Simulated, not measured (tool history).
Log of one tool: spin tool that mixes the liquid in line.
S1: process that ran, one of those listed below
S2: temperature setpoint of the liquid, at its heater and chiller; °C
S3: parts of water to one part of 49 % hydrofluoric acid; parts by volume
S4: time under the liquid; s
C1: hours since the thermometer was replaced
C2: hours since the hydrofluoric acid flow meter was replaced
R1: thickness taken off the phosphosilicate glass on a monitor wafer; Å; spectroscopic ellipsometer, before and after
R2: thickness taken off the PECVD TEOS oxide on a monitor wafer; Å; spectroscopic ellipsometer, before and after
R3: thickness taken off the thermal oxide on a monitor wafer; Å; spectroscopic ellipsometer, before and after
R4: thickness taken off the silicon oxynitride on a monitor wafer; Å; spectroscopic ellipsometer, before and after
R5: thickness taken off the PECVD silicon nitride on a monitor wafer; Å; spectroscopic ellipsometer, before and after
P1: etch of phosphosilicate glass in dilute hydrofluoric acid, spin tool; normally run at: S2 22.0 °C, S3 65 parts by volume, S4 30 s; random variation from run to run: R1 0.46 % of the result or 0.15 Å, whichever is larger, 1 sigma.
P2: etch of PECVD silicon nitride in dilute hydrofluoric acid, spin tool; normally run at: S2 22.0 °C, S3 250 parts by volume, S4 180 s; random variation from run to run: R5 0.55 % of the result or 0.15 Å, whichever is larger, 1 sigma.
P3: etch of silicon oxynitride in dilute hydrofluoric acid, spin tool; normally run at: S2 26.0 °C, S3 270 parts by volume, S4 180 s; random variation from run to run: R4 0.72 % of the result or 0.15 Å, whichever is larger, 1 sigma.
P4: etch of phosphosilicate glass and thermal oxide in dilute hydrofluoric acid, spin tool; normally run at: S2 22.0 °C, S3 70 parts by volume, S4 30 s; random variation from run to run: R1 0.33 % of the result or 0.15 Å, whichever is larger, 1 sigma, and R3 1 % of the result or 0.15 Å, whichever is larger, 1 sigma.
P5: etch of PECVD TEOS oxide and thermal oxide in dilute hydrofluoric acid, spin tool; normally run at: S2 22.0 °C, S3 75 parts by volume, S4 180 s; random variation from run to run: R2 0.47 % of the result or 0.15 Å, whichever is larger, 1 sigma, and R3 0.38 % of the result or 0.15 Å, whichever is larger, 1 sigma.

run	day	S1	S2	S3	S4	C1	C2	R1	R2	R3	R4	R5
1	0.379	P1	22.0	65	30	362.4	281.5	663.28				
2	0.604	P5	22.0	105	180	367.8	286.9		141.84	77.939		
3	0.996	P1	17.0	95	30	377.2	296.3	356.71				
4	1.179	P1	26.0	65	30	381.6	300.7	772.15				
5	1.496	P4	27.0	70	30	389.2	308.3	640.14		24.093		
6	1.808	P1	22.0	65	30	396.7	315.8	658.10				
7	2.079	P3	26.0	145	180	403.2	322.3				61.901	
8	2.500	P4	22.0	70	55	413.3	332.4	960.94		37.368		
9	2.858	P1	17.0	65	30	421.9	341.0	532.80				
10	3.050	P4	22.0	110	30	426.5	345.6	319.79		12.544		
11	3.367	P1	22.0	65	45	434.1	353.2	1001.60				
12	3.650	P1	22.0	35	30	440.9	360.0	1270.00				
13	3.883	P5	22.0	75	310	446.5	365.6		356.36	196.280		
14	4.258	P1	22.0	100	30	455.5	374.6	410.56				
15	4.654	P2	22.0	345	180	465.0	384.1					25.958
16	4.900	P1	22.0	65	15	470.9	390.0	330.36				
17	5.267	P5	28.5	75	180	479.7	398.8		268.42	148.070		
18	5.500	P2	22.0	250	180	485.3	404.4					35.984
19	5.838	P3	26.0	270	335	493.4	412.5				56.942	
20	6.188	P1	22.0	90	15	501.8	420.9	231.19				
21	6.554	P1	22.0	65	30	510.6	429.7	660.86				
22	6.896	P5	22.0	75	180	518.8	437.9		206.30	112.740		
23	7.142	P3	30.0	270	180	524.7	443.8				35.995	
24	7.362	P2	30.5	250	180	530.0	449.1					60.231
25	7.550	P4	22.0	70	30	534.5	453.6	524.22		20.027		
26	7.933	P3	26.0	270	180	543.7	462.8				30.485	
27	8.242	P2	22.0	250	320	551.1	470.2					64.295
28	8.571	P1	22.0	65	30	559.0	478.1	662.65				
29	8.842	P1	22.0	65	30	565.5	484.6	660.31				
30	9.062	P1	22.0	65	30	570.8	489.9	649.26				
31	9.258	P1	22.0	65	30	575.5	494.6	635.73				
32	9.442	P1	22.0	65	30	579.9	499.0	634.93				
33	9.704	P1	22.0	65	30	586.2	505.3	625.31				
34	9.975	P1	22.0	65	30	592.7	511.8	625.47				
35	10.367	P1	22.0	65	30	602.1	521.2	616.91				
36	10.733	P1	22.0	65	30	610.9	530.0	618.65				
37	10.929	P1	22.0	65	30	615.6	534.7	618.21				
38	11.142	P1	22.0	65	30	620.7	539.8	618.61				

What P1 gives has crept away from where it was. These 2 causes fit the log equally well, each at the size given:
A: liquid colder than its thermometer reads (K) = 1.61
B: hydrofluoric acid flow below the setpoint (%) = 5.98
The creep began at about day 8.842.

4 check runs are offered, each on 2 wafers whose results are averaged, their results left as question marks. Which one tells the causes apart?
check 1	11.354	P5	22.0	75	180				?	?		
check 2	11.354	P3	26.0	270	180						?	
check 3	11.354	P4	22.0	70	30			?		?		
check 4	11.354	P2	22.0	250	180							?

What each check would give under each cause:
check	result	if A	if B
check 1	R2	192.83	192.66
check 1	R3	106.550	106.450
check 2	R4	28.291	28.121
check 3	R1	491.84	491.69
check 3	R3	18.559	18.554
check 4	R5	32.554	33.962
How far apart the two closest causes lie, in the result that separates them most: check 1 0.09 %; check 2 0.6 %; check 3 0.03 %; check 4 4.23 %
Check 4 tells the causes apart: in the others they would give nearly the same result.

Check 4 was then run and gave: R5 32.172 Å. Which cause is it?

It is A: liquid colder than its thermometer reads (K).
